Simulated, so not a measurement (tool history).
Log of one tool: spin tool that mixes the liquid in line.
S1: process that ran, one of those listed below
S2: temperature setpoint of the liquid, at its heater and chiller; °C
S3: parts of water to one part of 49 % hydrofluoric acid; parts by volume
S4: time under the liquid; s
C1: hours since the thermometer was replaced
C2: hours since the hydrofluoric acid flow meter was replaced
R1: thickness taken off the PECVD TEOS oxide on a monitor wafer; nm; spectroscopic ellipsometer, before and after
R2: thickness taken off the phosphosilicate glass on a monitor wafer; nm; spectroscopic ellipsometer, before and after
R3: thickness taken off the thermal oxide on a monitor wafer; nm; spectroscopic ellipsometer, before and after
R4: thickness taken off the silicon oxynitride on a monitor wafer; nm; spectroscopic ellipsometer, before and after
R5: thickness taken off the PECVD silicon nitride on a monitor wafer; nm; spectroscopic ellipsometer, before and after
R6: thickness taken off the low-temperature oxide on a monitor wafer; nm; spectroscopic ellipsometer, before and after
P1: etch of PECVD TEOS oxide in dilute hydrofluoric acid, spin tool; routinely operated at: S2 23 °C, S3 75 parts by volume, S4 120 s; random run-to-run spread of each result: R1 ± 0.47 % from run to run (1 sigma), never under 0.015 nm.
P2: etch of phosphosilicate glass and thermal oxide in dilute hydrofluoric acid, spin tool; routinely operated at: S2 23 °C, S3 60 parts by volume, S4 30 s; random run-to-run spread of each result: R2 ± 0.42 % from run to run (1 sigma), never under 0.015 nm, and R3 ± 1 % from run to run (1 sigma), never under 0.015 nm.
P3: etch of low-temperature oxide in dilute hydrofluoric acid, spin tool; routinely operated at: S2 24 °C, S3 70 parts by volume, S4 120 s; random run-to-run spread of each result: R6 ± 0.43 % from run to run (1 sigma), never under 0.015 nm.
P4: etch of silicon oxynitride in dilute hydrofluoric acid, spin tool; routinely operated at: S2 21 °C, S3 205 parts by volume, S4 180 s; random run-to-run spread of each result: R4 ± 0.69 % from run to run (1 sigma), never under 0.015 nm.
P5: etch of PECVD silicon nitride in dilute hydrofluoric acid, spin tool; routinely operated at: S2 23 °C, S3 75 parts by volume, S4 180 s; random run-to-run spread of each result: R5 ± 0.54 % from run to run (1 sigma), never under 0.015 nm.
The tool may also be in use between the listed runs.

run 1 hour=4.1 | S1=P1 S2=23 S3=75 S4=120 | C1=747.7 C2=311.6 | R1=13.985
run 2 hour=8.6 | S1=P1 S2=23 S3=115 S4=120 | C1=752.2 C2=316.1 | R1=8.6447
run 3 hour=13.3 | S1=P2 S2=17 S3=60 S4=30 | C1=756.9 C2=320.8 | R2=79.71 R3=1.8995
run 4 hour=18.6 | S1=P4 S2=21 S3=205 S4=85 | C1=762.2 C2=326.1 | R4=1.5929
run 5 hour=24.2 | S1=P1 S2=23 S3=45 S4=70 | C1=767.8 C2=331.7 | R1=14.207
run 6 hour=30.8 | S1=P4 S2=21 S3=130 S4=180 | C1=774.4 C2=338.3 | R4=5.5571
run 7 hour=38.5 | S1=P1 S2=23 S3=75 S4=120 | C1=782.1 C2=346 | R1=13.958
run 8 hour=47.8 | S1=P1 S2=17 S3=75 S4=120 | C1=791.4 C2=355.3 | R1=10.884
run 9 hour=54.8 | S1=P1 S2=23 S3=75 S4=120 | C1=798.4 C2=362.3 | R1=13.923
run 10 hour=58.9 | S1=P5 S2=23 S3=45 S4=180 | C1=802.5 C2=366.4 | R5=6.3201
run 11 hour=64 | S1=P1 S2=23 S3=75 S4=220 | C1=807.6 C2=371.5 | R1=25.619
run 12 hour=69.4 | S1=P3 S2=24 S3=70 S4=180 | C1=813 C2=376.9 | R6=49.738
-- hour=72.6 hydrofluoric acid flow meter replaced
run 13 hour=78.3 | S1=P4 S2=21 S3=205 S4=180 | C1=821.9 C2=5.7 | R4=3.3737
run 14 hour=83 | S1=P4 S2=17 S3=205 S4=180 | C1=826.6 C2=10.4 | R4=2.7832
run 15 hour=91 | S1=P2 S2=23 S3=100 S4=30 | C1=834.6 C2=18.4 | R2=58.233 R3=1.4248
run 16 hour=99 | S1=P1 S2=23 S3=75 S4=120 | C1=842.6 C2=26.4 | R1=14.047
run 17 hour=106.7 | S1=P4 S2=21 S3=205 S4=180 | C1=850.3 C2=34.1 | R4=3.3997
run 18 hour=113.6 | S1=P1 S2=17 S3=25 S4=120 | C1=857.2 C2=41 | R1=34.555
run 19 hour=120 | S1=P2 S2=23 S3=60 S4=60 | C1=863.6 C2=47.4 | R2=203.37 R3=4.9256
run 20 hour=127.2 | S1=P3 S2=28.5 S3=70 S4=120 | C1=870.8 C2=54.6 | R6=39.613
run 21 hour=131.7 | S1=P5 S2=23 S3=75 S4=180 | C1=875.3 C2=59.1 | R5=3.826
run 22 hour=138.1 | S1=P3 S2=24 S3=70 S4=120 | C1=881.7 C2=65.5 | R6=33.11

Run 23 has not been measured yet. What should we expect?
run 23 hour=147 | S1=P5 S2=17 S3=75 S4=180 | C1=890.6 C2=74.4 | R5=?

For run 23 the tool returned R5 2.5524 nm.
